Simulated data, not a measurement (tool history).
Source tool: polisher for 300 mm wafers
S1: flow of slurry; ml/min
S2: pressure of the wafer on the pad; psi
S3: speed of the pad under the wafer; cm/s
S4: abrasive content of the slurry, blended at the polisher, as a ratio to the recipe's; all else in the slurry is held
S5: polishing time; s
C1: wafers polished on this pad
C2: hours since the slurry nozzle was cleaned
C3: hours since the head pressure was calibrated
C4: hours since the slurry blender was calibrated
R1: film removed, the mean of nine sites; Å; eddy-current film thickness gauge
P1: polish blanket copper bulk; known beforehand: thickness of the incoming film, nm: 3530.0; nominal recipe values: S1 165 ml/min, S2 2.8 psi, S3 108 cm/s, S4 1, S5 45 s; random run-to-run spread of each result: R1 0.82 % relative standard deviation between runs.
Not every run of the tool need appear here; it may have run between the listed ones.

run,hour,S1,S2,S3,S4,S5,C1,C2,C3,C4,R1
1,4,165,2.8,108,1,45,455,158.7,330.6,234.8,5291.3
2,10,165,2.8,108,1.4,45,502,164.7,336.6,240.8,5629.4
3,16.1,165,2.8,108,1,45,549,170.8,342.7,246.9,5242
4,23.7,265,2.8,108,1,45,608,178.4,350.3,254.5,5551.2
5,30.2,165,4.4,108,1,45,659,184.9,356.8,261,8276.9
6,37.2,165,1.3,108,1,45,713,191.9,363.8,268,2416.2
7,41.2,165,2.8,152,1,45,744,195.9,367.8,272,7278.1
# hour 43.9: slurry blender recalibrated
8,44.7,165,2.8,108,0.6,45,771,199.4,371.3,0.9,4757.7
9,50.9,165,2.8,108,1,45,820,205.6,377.5,7.1,5321.3
10,57.8,165,2.8,108,1,71,873,212.5,384.4,14,8329.5
11,61.8,165,3.9,108,1,22,904,216.5,388.4,18,3559.7
12,69.2,165,2.8,48,1,45,962,223.9,395.8,25.4,2340.6
13,74.7,100,2.8,108,1,45,1005,229.4,401.3,30.9,4678.5
14,79.7,165,2.8,108,1,24,1043,234.4,406.3,35.9,2811.6
15,84.7,165,2.8,108,1,45,1082,239.4,411.3,40.9,5307.1
16,88.5,165,2.8,108,1,45,1112,243.2,415.1,44.7,5191.3
17,95.9,165,2.8,108,1,45,1169,250.6,422.5,52.1,5183.2
18,100.4,165,2.8,108,1,45,1204,255.1,427,56.6,5055.7
19,106.9,165,2.8,108,1,45,1255,261.6,433.5,63.1,5009.4
20,113,165,2.8,108,1,45,1302,267.7,439.6,69.2,4902
21,118.3,165,2.8,108,1,45,1343,273,444.9,74.5,4823
# hour 122: worn pad replaced by a new one
22,125.7,165,2.8,108,1,45,28,280.4,452.3,81.9,4843.1
23,132.5,165,2.8,108,1,45,81,287.2,459.1,88.7,4787

Estimate the outcome of run 24 from the log above:
# hour 136.4: slurry blender recalibrated
24,139.2,165,2.8,108,1,45,133,293.9,465.8,2.9,?

{"run 24": {"R1": 4755.6}}
